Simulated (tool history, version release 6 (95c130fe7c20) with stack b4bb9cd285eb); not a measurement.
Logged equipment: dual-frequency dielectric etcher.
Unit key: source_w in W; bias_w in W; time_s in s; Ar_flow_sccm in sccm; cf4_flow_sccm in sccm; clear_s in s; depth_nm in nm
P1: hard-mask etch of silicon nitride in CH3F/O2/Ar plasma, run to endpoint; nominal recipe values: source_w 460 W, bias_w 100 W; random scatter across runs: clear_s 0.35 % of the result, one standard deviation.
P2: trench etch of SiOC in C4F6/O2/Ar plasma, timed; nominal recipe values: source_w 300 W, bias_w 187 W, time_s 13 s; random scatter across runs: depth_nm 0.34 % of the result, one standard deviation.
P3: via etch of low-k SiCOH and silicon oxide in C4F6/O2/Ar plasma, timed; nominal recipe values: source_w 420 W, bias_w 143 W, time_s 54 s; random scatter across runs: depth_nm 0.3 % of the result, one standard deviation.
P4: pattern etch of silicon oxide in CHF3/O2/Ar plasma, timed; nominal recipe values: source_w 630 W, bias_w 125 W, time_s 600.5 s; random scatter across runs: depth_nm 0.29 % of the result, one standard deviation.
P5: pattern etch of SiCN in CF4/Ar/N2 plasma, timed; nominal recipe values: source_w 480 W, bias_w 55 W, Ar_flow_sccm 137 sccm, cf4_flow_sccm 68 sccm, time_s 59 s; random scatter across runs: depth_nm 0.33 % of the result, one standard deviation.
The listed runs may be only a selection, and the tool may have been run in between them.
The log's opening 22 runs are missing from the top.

run,hour,process,source_w,bias_w,time_s,Ar_flow_sccm,cf4_flow_sccm,hours since the last wet clean,hours since the last source power generator calibration,hours since the last bias power generator calibration,clear_s,depth_nm
23,259.9,P2,300,187,13,,,606.6,2102.3,75,,24.216
24,272.7,P5,480,55,59,137,68,619.4,2115.1,87.8,,47.343
25,286.2,P5,480,55,73,137,68,632.9,2128.6,101.3,,59.142
26,300.6,P4,630,125,600.5,,,647.3,2143,115.7,,1054.9
27,314,P5,480,42,59,137,68,660.7,2156.4,129.1,,43.221
28,328.2,P4,630,78,600.5,,,674.9,2170.6,143.3,,924.45
29,341.5,P3,340,143,54,,,688.2,2183.9,156.6,,135.23
30,350.2,P2,300,187,8,,,696.9,2192.6,165.3,,14.882
31,363,P1,350,100,,,,709.7,2205.4,178.1,45.509,
32,377.1,P1,460,100,,,,723.8,2219.5,192.2,41.124,
33,388.3,P1,460,100,,,,735,2230.7,203.4,41.01,
34,397.4,P1,460,100,,,,744.1,2239.8,212.5,40.623,
35,404.3,P1,460,100,,,,751,2246.7,219.4,40.581,
36,416.6,P1,460,100,,,,763.3,2259,231.7,40.465,

What does the tool deliver on the next run?
37,424.1,P1,460,100,,,,770.8,2266.5,239.2,?,

Run 37 came out at clear_s 40.664 s.
